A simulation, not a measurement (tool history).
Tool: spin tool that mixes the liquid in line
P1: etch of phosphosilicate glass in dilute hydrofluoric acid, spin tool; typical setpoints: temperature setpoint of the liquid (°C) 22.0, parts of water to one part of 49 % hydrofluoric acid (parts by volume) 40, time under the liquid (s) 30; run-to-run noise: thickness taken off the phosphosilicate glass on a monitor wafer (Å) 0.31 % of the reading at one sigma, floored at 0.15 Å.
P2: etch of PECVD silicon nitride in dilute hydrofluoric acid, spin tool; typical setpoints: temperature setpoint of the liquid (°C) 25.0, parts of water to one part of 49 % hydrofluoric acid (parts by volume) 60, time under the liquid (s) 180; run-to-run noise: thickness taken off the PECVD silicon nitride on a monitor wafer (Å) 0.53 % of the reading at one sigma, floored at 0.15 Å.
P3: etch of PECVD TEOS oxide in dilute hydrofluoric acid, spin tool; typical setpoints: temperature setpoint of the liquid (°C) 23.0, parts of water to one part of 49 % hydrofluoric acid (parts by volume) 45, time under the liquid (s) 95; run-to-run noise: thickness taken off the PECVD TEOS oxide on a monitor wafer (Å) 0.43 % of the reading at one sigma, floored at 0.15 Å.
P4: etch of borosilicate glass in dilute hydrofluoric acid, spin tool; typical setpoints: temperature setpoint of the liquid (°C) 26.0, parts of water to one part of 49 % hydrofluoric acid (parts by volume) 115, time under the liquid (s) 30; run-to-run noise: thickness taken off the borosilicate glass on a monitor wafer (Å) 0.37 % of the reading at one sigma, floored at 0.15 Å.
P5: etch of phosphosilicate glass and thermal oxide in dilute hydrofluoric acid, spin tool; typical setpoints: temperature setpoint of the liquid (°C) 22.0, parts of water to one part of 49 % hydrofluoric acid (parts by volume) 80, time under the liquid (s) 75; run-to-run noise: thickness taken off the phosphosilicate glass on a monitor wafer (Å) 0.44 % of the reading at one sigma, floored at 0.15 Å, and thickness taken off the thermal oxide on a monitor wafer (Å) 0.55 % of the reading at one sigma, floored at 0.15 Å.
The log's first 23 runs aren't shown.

| run | hour | process that ran | temperature setpoint of the liquid (°C) | parts of water to one part of 49 % hydrofluoric acid (parts by volume) | time under the liquid (s) | thickness taken off the phosphosilicate glass on a monitor wafer (Å) | thickness taken off the thermal oxide on a monitor wafer (Å) | thickness taken off the borosilicate glass on a monitor wafer (Å) | thickness taken off the PECVD TEOS oxide on a monitor wafer (Å) | thickness taken off the PECVD silicon nitride on a monitor wafer (Å) |
|---|---|---|---|---|---|---|---|---|---|---|
| 24 | 219.9 | P1 | 17.0 | 40 | 30 | 1216.20 |  |  |  |  |
| 25 | 232.1 | P1 | 22.0 | 40 | 30 | 1506.90 |  |  |  |  |
| 26 | 239.0 | P1 | 22.0 | 40 | 30 | 1501.10 |  |  |  |  |
| 27 | 249.6 | P1 | 22.0 | 40 | 30 | 1507.30 |  |  |  |  |
| 28 | 255.1 | P1 | 17.0 | 40 | 55 | 2232.30 |  |  |  |  |
| 29 | 261.9 | P2 | 25.0 | 25 | 180 |  |  |  |  | 123.090 |
| 30 | 272.2 | P3 | 23.0 | 45 | 95 |  |  |  | 310.50 |  |
| 31 | 282.5 | P1 | 22.0 | 65 | 15 | 449.44 |  |  |  |  |
| 32 | 293.0 | P1 | 22.0 | 65 | 30 | 899.70 |  |  |  |  |
| 33 | 300.5 | P1 | 22.0 | 40 | 30 | 1507.90 |  |  |  |  |
| 34 | 306.3 | P1 | 22.0 | 40 | 30 | 1480.80 |  |  |  |  |
| 35 | 318.3 | P1 | 22.0 | 40 | 30 | 1443.70 |  |  |  |  |
| 36 | 325.6 | P1 | 22.0 | 40 | 30 | 1430.50 |  |  |  |  |
| 37 | 333.9 | P1 | 22.0 | 40 | 30 | 1420.50 |  |  |  |  |
| 38 | 343.4 | P1 | 22.0 | 40 | 30 | 1429.60 |  |  |  |  |
| 39 | 353.2 | P1 | 22.0 | 40 | 30 | 1423.50 |  |  |  |  |

Estimate the outcome of run 40 from the log above:
| 40 | 359.5 | P1 | 22.0 | 40 | 30 | ? |  |  |  |  |

{"run 40": {"thickness taken off the phosphosilicate glass on a monitor wafer (Å)": 1413.2}}
